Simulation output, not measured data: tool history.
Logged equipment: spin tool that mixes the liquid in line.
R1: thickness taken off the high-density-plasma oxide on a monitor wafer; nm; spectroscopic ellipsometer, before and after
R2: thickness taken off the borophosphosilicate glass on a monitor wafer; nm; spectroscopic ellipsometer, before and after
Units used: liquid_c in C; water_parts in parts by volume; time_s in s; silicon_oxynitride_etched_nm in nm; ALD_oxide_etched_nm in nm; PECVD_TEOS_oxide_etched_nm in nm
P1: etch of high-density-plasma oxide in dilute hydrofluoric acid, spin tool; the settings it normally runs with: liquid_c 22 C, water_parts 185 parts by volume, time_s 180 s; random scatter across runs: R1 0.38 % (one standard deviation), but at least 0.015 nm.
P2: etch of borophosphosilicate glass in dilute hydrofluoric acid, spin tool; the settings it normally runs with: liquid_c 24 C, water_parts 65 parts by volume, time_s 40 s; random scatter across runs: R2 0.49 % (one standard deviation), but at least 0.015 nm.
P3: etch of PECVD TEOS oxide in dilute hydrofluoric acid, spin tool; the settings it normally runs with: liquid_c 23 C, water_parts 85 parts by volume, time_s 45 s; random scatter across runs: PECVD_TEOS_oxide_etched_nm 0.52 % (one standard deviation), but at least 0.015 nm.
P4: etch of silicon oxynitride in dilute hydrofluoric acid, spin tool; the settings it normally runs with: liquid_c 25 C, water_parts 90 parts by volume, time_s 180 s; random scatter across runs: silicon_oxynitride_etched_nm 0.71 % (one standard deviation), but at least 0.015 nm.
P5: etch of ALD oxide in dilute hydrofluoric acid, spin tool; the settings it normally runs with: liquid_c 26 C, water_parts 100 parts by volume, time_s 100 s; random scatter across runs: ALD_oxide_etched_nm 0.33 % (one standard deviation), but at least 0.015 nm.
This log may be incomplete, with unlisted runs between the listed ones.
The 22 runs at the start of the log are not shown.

run 23 day=5.304 | process=P1 liquid_c=22 water_parts=185 time_s=345 | R1=16.354
run 24 day=5.608 | process=P1 liquid_c=22 water_parts=185 time_s=15 | R1=0.72476
run 25 day=5.9 | process=P5 liquid_c=18 water_parts=100 time_s=100 | ALD_oxide_etched_nm=8.7813
run 26 day=6.208 | process=P4 liquid_c=25 water_parts=90 time_s=180 | silicon_oxynitride_etched_nm=3.0999
run 27 day=6.412 | process=P1 liquid_c=22 water_parts=270 time_s=55 | R1=1.6476
run 28 day=6.65 | process=P4 liquid_c=20 water_parts=90 time_s=180 | silicon_oxynitride_etched_nm=2.4756
run 29 day=6.862 | process=P3 liquid_c=31 water_parts=85 time_s=45 | PECVD_TEOS_oxide_etched_nm=6.2408
run 30 day=7.096 | process=P3 liquid_c=23 water_parts=85 time_s=45 | PECVD_TEOS_oxide_etched_nm=4.5138
run 31 day=7.317 | process=P1 liquid_c=22 water_parts=115 time_s=180 | R1=14.972
run 32 day=7.542 | process=P1 liquid_c=30.5 water_parts=185 time_s=180 | R1=11.649
run 33 day=7.692 | process=P1 liquid_c=22 water_parts=255 time_s=180 | R1=5.7949
run 34 day=8 | process=P1 liquid_c=22 water_parts=185 time_s=180 | R1=8.5613
run 35 day=8.283 | process=P1 liquid_c=22 water_parts=185 time_s=180 | R1=8.4548
run 36 day=8.458 | process=P1 liquid_c=22 water_parts=185 time_s=180 | R1=8.3889
run 37 day=8.733 | process=P1 liquid_c=22 water_parts=185 time_s=180 | R1=8.264
run 38 day=9.008 | process=P1 liquid_c=22 water_parts=185 time_s=180 | R1=8.1923

Run 39, settings as shown, results not yet in. Your forecast:
run 39 day=9.162 | process=P1 liquid_c=22 water_parts=185 time_s=180 | R1=?

Run 39 measured R1 8.1043 nm.
